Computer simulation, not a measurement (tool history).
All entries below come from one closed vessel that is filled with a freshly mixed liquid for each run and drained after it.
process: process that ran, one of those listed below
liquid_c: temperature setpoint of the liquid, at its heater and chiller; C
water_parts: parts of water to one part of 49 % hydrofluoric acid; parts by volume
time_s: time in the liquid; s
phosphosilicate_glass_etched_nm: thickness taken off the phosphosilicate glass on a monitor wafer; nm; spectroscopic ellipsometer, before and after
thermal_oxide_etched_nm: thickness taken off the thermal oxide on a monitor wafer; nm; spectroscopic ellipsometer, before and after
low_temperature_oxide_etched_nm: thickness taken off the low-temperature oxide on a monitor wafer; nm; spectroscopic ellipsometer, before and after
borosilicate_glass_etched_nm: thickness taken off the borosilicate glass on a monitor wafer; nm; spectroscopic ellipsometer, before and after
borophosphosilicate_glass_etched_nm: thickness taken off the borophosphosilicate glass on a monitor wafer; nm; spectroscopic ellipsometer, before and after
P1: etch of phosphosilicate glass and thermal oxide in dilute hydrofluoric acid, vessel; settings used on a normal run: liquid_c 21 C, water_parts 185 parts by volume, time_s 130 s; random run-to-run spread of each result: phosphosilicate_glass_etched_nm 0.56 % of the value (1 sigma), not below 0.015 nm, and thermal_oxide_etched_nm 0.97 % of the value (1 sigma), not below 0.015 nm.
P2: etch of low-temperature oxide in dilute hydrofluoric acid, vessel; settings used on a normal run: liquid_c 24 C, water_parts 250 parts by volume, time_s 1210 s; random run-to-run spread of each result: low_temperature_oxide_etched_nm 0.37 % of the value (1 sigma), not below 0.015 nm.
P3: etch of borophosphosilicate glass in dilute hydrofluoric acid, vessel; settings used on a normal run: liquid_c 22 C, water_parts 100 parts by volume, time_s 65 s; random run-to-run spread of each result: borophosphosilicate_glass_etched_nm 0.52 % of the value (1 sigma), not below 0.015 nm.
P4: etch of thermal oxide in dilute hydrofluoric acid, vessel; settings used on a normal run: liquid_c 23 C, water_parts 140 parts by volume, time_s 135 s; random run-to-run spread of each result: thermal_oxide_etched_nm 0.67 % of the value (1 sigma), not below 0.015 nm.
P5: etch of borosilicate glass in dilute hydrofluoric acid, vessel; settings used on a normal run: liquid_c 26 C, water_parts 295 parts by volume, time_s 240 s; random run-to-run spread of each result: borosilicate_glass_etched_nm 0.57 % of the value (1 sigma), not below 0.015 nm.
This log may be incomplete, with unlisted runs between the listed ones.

run	day	process	liquid_c	water_parts	time_s	hours since the thermometer was replaced	hours since the hydrofluoric acid flow meter was replaced	phosphosilicate_glass_etched_nm	thermal_oxide_etched_nm	low_temperature_oxide_etched_nm	borosilicate_glass_etched_nm	borophosphosilicate_glass_etched_nm
1	0.388	P1	21	185	130	383.2	463.9	44.536	2.5852			
2	0.671	P1	21	115	130	390	470.7	76.579	4.532			
3	1.112	P4	23	140	135	400.6	481.3		4.1343			
4	1.617	P2	24	125	1210	412.7	493.4			123.65		
5	2.162	P1	21	185	130	425.8	506.5	44.738	2.5923			
6	2.712	P1	21	185	130	439	519.7	44.392	2.6128			
7	3.246	P5	17.5	295	240	451.8	532.5				20.976	
# day 3.608: thermometer replaced
8	3.792	P1	21	185	130	4.4	545.6	44.425	2.554			
9	4.15	P5	26	295	240	13	554.2				28.367	
10	4.708	P1	17	55	130	26.4	567.6	145.77	8.4699			
11	4.971	P1	21	270	130	32.7	573.9	27.898	1.6243			
12	5.55	P1	21	105	245	46.6	587.8	161.84	9.4554			
13	5.946	P1	21	185	195	56.1	597.3	66.697	3.9016			
14	6.4	P3	17.5	100	65	67	608.2					24.499
15	6.858	P3	22	100	65	78	619.2					29.28
16	7.392	P1	28	185	130	90.8	632	57.277	3.3287			
17	7.958	P5	26	295	70	104.4	645.6				8.2434	
18	8.254	P1	21	185	130	111.5	652.7	43.792	2.6036			
19	8.575	P4	23	140	135	119.2	660.4		4.1029			
20	8.867	P4	18	140	135	126.2	667.4		3.3659			
21	9.346	P2	24	250	2365	137.7	678.9			104.37		
22	9.738	P2	31	250	1210	147.1	688.3			68.554		
23	10.029	P1	21	185	130	154.1	695.3	44.52	2.6247			
24	10.575	P1	21	185	35	167.2	708.4	12.05	0.70668			
25	10.954	P1	21	185	130	176.3	717.5	44.953	2.6213			
26	11.458	P3	22	165	65	188.4	729.6					16.634
27	11.954	P2	24	250	1210	200.3	741.5			53.693		
28	12.267	P4	23	140	230	207.8	749		6.936			
29	12.704	P3	22	100	65	218.3	759.5					29.372
30	13.229	P5	26	545	240	230.9	772.1				12.176	
31	13.508	P3	22	100	30	237.6	778.8					13.495
32	13.779	P4	23	245	135	244.1	785.3		2.0814			
33	14.279	P5	26	295	240	256.1	797.3				28.09	
34	14.712	P2	24	250	1210	266.5	807.7			53.856		
35	15.271	P1	17	185	130	279.9	821.1	37.908	2.2188			
36	15.767	P1	21	85	65	291.8	833	53.99	3.1943			
37	16.246	P1	21	185	130	303.3	844.5	44.716	2.6267			
38	16.554	P1	21	185	130	310.7	851.9	45.648	2.6626			
39	16.962	P1	21	185	130	320.5	861.7	47.159	2.719			
40	17.233	P1	21	185	130	327	868.2	47.704	2.7539			
41	17.779	P1	21	185	130	340.1	881.3	48.211	2.835			
42	18.083	P1	21	185	130	347.4	888.6	48.425	2.8175			
43	18.562	P1	21	185	130	358.9	900.1	48.291	2.7931			
44	18.921	P1	21	185	130	367.5	908.7	48.702	2.8489			
45	19.175	P1	21	185	130	373.6	914.8	48.979	2.852			
46	19.667	P1	21	185	130	385.4	926.6	48.952	2.8605			

Compared with where it was, what P1 gives has crept away. Each cause listed below fits the log as well as the rest, at the size given for it:
A: liquid hotter than its thermometer reads (K) = 2.38
B: hydrofluoric acid flow above the setpoint (%) = 7.95
The gradual shift began around day 16.246.

Consider the 4 check runs below, whose results appear as question marks and each of which averages 2 wafers. Which one distinguishes the causes, in that each cause would give it a clearly different result?
check 1	20.158	P2	24	175	1210					?		
check 2	20.158	P5	26	475	240						?	
check 3	20.158	P3	22	165	30							?
check 4	20.158	P4	23	240	225				?			

Outcome of each check run for each possible cause:
check	result	if A	if B
check 1	low_temperature_oxide_etched_nm	90.578	90.812
check 2	borosilicate_glass_etched_nm	15.876	16.454
check 3	borophosphosilicate_glass_etched_nm	8.3445	8.3344
check 4	thermal_oxide_etched_nm	3.9079	3.9428
Smallest distance between any two causes, each pair judged by its most separating result, in per cent: check 1 0.26 %; check 2 3.57 %; check 3 0.12 %; check 4 0.89 %
Check 2 tells the causes apart: in the others they would give nearly the same result.

Then check 2 was run and gave: borosilicate_glass_etched_nm 16.382 nm. Which cause is it?

Of the candidate causes, it is B: hydrofluoric acid flow above the setpoint (%).
